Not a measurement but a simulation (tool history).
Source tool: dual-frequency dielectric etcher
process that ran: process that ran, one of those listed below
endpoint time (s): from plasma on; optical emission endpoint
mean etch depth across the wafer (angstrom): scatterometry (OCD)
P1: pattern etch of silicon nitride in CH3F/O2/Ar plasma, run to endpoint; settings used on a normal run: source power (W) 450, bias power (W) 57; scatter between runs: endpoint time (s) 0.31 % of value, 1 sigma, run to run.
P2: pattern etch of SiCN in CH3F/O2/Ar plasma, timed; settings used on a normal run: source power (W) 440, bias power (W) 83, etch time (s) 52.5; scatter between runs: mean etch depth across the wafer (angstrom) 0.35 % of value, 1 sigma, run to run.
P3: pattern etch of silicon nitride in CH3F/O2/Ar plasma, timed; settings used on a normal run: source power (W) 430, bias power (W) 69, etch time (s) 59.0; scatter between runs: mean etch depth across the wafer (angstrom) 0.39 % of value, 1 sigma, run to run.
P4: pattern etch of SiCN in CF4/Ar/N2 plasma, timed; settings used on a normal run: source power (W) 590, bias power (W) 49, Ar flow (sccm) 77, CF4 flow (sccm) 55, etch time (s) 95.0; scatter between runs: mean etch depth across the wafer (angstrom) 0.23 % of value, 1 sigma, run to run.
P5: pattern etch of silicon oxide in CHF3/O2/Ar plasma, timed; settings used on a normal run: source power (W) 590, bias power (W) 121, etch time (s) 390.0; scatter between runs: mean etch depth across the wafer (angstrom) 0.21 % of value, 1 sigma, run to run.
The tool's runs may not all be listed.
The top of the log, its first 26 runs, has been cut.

run,hour,process that ran,source power (W),bias power (W),etch time (s),Ar flow (sccm),CF4 flow (sccm),hours since the last wet clean,hours since the last source power generator calibration,hours since the last bias power generator calibration,endpoint time (s),mean etch depth across the wafer (angstrom)
27,109.2,P2,440,83,52.5,,,208.3,2269.0,2033.6,,216.88
28,113.2,P1,450,57,,,,212.3,2273.0,2037.6,30.971,
29,118.1,P1,450,57,,,,217.2,2277.9,2042.5,30.810,
30,122.2,P5,590,121,282.5,,,221.3,2282.0,2046.6,,4941.70
31,126.4,P1,450,42,,,,225.5,2286.2,2050.8,34.230,
32,130.0,P3,430,92,59.0,,,229.1,2289.8,2054.4,,471.69
33,135.0,P1,450,57,,,,234.1,2294.8,2059.4,31.112,
34,139.8,P1,450,57,,,,238.9,2299.6,2064.2,31.165,
35,144.7,P1,450,57,,,,243.8,2304.5,2069.1,30.881,

Run 36, settings as shown, results not yet in. Your forecast:
36,148.1,P1,450,57,,,,247.2,2307.9,2072.5,?,

For run 36 the tool returned endpoint time (s) 30.857.
